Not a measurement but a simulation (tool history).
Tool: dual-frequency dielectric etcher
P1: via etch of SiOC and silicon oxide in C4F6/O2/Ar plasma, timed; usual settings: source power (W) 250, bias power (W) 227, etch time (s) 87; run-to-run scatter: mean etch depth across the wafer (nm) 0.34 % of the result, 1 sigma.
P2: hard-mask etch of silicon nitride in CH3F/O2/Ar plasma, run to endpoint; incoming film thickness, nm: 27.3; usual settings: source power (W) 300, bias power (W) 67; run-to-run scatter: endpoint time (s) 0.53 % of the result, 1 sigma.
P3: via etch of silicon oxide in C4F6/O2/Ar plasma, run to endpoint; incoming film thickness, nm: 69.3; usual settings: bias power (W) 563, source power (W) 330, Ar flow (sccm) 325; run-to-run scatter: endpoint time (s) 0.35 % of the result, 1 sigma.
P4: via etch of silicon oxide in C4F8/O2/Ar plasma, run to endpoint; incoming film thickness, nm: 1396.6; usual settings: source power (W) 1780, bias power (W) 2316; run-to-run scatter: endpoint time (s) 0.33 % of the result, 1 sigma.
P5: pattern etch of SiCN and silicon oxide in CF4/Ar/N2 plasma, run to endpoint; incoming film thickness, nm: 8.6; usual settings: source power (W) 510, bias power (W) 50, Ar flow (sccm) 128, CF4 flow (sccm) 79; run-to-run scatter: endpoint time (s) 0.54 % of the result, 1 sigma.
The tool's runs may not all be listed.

run   hour  process that ran  source power (W)  bias power (W)  etch time (s)  Ar flow (sccm)  CF4 flow (sccm)  hours since the last wet clean  hours since the last source power generator calibration  hours since the last bias power generator calibration  mean etch depth across the wafer (nm)  endpoint time (s)
  1    5.7                P1               250             227             87                                                            358.6                                                    820.2                                                 1458.7                                 92.216
  2   11.7                P5               510              50                            128               98                           364.6                                                    826.2                                                 1464.7                                                    9.9862
  3   15.6                P1               250             227             87                                                            368.5                                                    830.1                                                 1468.6                                 91.817
  4   18.4                P1               250             227             87                                                            371.3                                                    832.9                                                 1471.4                                 91.746
  5   22.5                P4              1780            1589                                                                           375.4                                                      837                                                 1475.5                                                    304.22
  6   28.6                P1               250             227          119.5                                                            381.5                                                    843.1                                                 1481.6                                 125.84
  7   31.5                P4              1250            2316                                                                           384.4                                                      846                                                 1484.5                                                    313.65
  8   36.6                P2               300              67                                                                           389.5                                                    851.1                                                 1489.6                                                    45.243
  9   42.4                P5               510              50                            169               79                           395.3                                                    856.9                                                 1495.4                                                    10.915
 10   48.1                P5               360              50                            128               79                             401                                                    862.6                                                 1501.1                                                      14.2
 11   52.8                P2               400              67                                                                           405.7                                                    867.3                                                 1505.8                                                    40.079
 12   58.6                P1               250             152             87                                                            411.5                                                    873.1                                                 1511.6                                 80.157
 13   64.6                P1               250             227             87                                                            417.5                                                    879.1                                                 1517.6                                 91.677
 14   69.4                P5               510              50                            128               79                           422.3                                                    883.9                                                 1522.4                                                    10.344
 15   75.2                P3               330             563                            325                                            428.1                                                    889.7                                                 1528.2                                                    15.432
      76.1  -- bias power generator calibrated
 16   79.8                P1               250             227             87                                                            432.7                                                    894.3                                                    3.7                                 91.712
 17   85.4                P2               300              67                                                                           438.3                                                    899.9                                                    9.3                                                    44.288
 18   89.8                P1               250             227             87                                                            442.7                                                    904.3                                                   13.7                                 92.145
 19   92.8                P5               510              50                            128               79                           445.7                                                    907.3                                                   16.7                                                    10.347
 20   98.5                P3               460             563                            325                                            451.4                                                      913                                                   22.4                                                    13.654
 21  101.6                P1               250             227             66                                                            454.5                                                    916.1                                                   25.5                                 69.162
 22  104.6                P3               330             563                            218                                            457.5                                                    919.1                                                   28.5                                                    14.697
 23  108.3                P5               510              66                            128               79                           461.2                                                    922.8                                                   32.2                                                    9.4388
 24  111.7                P1               250             303             87                                                            464.6                                                    926.2                                                   35.6                                 101.78
 25  117.6                P1               330             227             87                                                            470.5                                                    932.1                                                   41.5                                 102.13
 26  123.7                P1               150             227             87                                                            476.6                                                    938.2                                                   47.6                                 75.418
 27  127.2                P3               330             750                            325                                            480.1                                                    941.7                                                   51.1                                                     13.72
 28  130.5                P4              1780            2316                                                                           483.4                                                      945                                                   54.4                                                    273.03
 29  134.6                P1               250             316            111                                                            487.5                                                    949.1                                                   58.5                                  131.8
 30    139                P4              1780            2316                                                                           491.9                                                    953.5                                                   62.9                                                    273.13
 31    145                P2               300              86                                                                           497.9                                                    959.5                                                   68.9                                                    40.647
 32  148.8                P1               250             227             87                                                            501.7                                                    963.3                                                   72.7                                 92.081
 33  151.5                P1               250             227             87                                                            504.4                                                      966                                                   75.4                                 91.427
 34  154.5                P1               250             227             87                                                            507.4                                                      969                                                   78.4                                 90.786
 35  159.5                P1               250             227             87                                                            512.4                                                      974                                                   83.4                                 90.472
 36  163.2                P1               250             227             87                                                            516.1                                                    977.7                                                   87.1                                 90.715
 37  169.1                P1               250             227             87                                                              522                                                    983.6                                                     93                                 90.209
 38  172.9                P1               250             227             87                                                            525.8                                                    987.4                                                   96.8                                 90.001

Forecast run 39:
 39   176                P1               250             227             87                                                            528.9                                                    990.5                                                   99.9                                      ?

{"run 39": {"mean etch depth across the wafer (nm)": 90.446}}
